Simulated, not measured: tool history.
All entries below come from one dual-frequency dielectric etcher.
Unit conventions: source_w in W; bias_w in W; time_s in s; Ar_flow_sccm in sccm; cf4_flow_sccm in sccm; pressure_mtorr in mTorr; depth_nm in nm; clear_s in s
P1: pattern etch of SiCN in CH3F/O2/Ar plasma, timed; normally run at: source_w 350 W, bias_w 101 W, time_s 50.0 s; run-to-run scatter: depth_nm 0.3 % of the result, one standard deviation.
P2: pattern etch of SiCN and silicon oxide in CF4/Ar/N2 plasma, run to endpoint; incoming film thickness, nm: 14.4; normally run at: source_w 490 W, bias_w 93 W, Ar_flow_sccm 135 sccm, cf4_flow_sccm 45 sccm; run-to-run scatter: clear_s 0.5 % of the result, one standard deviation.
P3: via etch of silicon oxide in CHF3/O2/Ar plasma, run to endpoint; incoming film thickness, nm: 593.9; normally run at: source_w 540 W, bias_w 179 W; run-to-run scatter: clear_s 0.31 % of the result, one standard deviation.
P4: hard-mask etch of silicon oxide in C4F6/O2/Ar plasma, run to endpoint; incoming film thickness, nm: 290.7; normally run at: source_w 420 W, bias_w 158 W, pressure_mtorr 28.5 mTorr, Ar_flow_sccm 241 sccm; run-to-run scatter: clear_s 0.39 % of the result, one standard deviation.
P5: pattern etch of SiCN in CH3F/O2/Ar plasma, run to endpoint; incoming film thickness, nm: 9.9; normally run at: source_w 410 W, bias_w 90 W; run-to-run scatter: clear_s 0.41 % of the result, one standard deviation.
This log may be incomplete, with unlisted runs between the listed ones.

run	hour	process	source_w	bias_w	time_s	Ar_flow_sccm	cf4_flow_sccm	pressure_mtorr	hours since the last wet clean	hours since the last source power generator calibration	hours since the last bias power generator calibration	depth_nm	clear_s
1	3.7	P1	350	101	50.0				124.5	1349.4	774.0	19.942	
2	5.9	P1	350	101	50.0				126.7	1351.6	776.2	19.981	
3	9.7	P1	350	134	50.0				130.5	1355.4	780.0	22.210	
4	14.7	P1	350	101	28.0				135.5	1360.4	785.0	11.102	
5	17.1	P2	490	59		135	45		137.9	1362.8	787.4		18.576
6	19.3	P1	500	101	50.0				140.1	1365.0	789.6	22.783	
# hour 21.8: wet clean of the chamber
7	22.5	P3	540	179					0.8	1368.2	792.8		314.960
8	26.1	P1	350	64	50.0				4.4	1371.8	796.4	16.861	
9	30.8	P4	300	158		241		28.5	9.1	1376.5	801.1		103.730
10	34.0	P4	420	158		241		28.5	12.3	1379.7	804.3		91.391
11	37.4	P4	420	158		146		28.5	15.7	1383.1	807.7		86.429
12	41.9	P1	440	101	60.5				20.2	1387.6	812.2	26.198	
13	46.6	P1	350	101	67.5				24.9	1392.3	816.9	26.839	
14	48.9	P2	490	93		135	45		27.2	1394.6	819.2		15.721
15	51.9	P3	320	179					30.2	1397.6	822.2		382.870
16	56.9	P2	490	93		135	33		35.2	1402.6	827.2		16.363
17	61.8	P5	410	90					40.1	1407.5	832.1		24.118
18	65.4	P4	420	207		241		28.5	43.7	1411.1	835.7		84.125
19	70.1	P1	350	101	50.0				48.4	1415.8	840.4	19.847	
20	73.8	P1	420	101	33.5				52.1	1419.5	844.1	14.295	
21	77.9	P1	200	101	50.0				56.2	1423.6	848.2	16.229	
22	80.6	P4	420	158		241		28.5	58.9	1426.3	850.9		91.115
23	84.1	P1	350	101	50.0				62.4	1429.8	854.4	19.949	
24	86.4	P1	350	101	50.0				64.7	1432.1	856.7	19.927	
25	88.9	P3	540	124					67.2	1434.6	859.2		355.820
26	92.9	P2	610	93		135	45		71.2	1438.6	863.2		12.952
27	96.9	P3	540	179					75.2	1442.6	867.2		313.930
28	101.6	P4	420	158		241		38.0	79.9	1447.3	871.9		94.168
29	104.3	P5	410	90					82.6	1450.0	874.6		24.169
30	109.2	P5	570	90					87.5	1454.9	879.5		21.343
31	113.1	P5	410	57					91.4	1458.8	883.4		28.588
32	117.4	P2	490	93		176	45		95.7	1463.1	887.7		16.432
33	122.0	P1	350	101	50.0				100.3	1467.7	892.3	19.907	
34	125.0	P1	350	101	50.0				103.3	1470.7	895.3	19.986	
35	127.5	P1	350	101	50.0				105.8	1473.2	897.8	20.061	
36	131.5	P1	350	101	50.0				109.8	1477.2	901.8	20.183	
37	135.9	P1	350	101	50.0				114.2	1481.6	906.2	20.159	
# hour 137.5: wet clean of the chamber
38	138.6	P1	350	101	50.0				1.1	1484.3	908.9	20.208	
39	142.8	P1	350	101	50.0				5.3	1488.5	913.1	20.359	
40	146.4	P1	350	101	50.0				8.9	1492.1	916.7	20.204	
41	150.9	P1	350	101	50.0				13.4	1496.6	921.2	20.294	
42	155.4	P1	350	101	50.0				17.9	1501.1	925.7	20.325	
43	159.5	P1	350	101	50.0				22.0	1505.2	929.8	20.377	

The output of P1 has drifted from where it used to be. Each of the 2 causes below, taken at the size shown beside it, accounts for the log equally well:
A: source power that arrives over what is set, % = 4.67
B: bias power that arrives over what is set, % = 4.49
The drift started at roughly hour 122.0.
All other causes, with the reason each is excluded:
chamber walls in a state that raises the etch rate, %: serviced at hour 137.5, after the change had begun; the process did not return to its earlier output

Which of the 4 check runs listed below, each an average over 3 wafers with its results shown as question marks, gives clearly different results under the different listed causes?
check 1	163.6	P2	490	61		169	45						?
check 2	163.6	P3	440	137									?
check 3	163.6	P5	410	58									?
check 4	163.6	P4	420	206		159		28.5					?

How each check would come out, cause by cause:
check	result	if A	if B
check 1	clear_s	18.412	18.835
check 2	clear_s	364.620	365.830
check 3	clear_s	27.819	27.892
check 4	clear_s	78.956	79.223
Distance between the nearest two causes, measured in the result of the check that separates them most: check 1 2.27 %; check 2 0.33 %; check 3 0.26 %; check 4 0.34 %
Check 1 distinguishes between the causes, while the remaining checks would return nearly the same result for all of them.

Running check 1 produced the following: clear_s 18.910 s. Which one of the listed causes fits?

B is the cause: bias power that arrives over what is set, %.
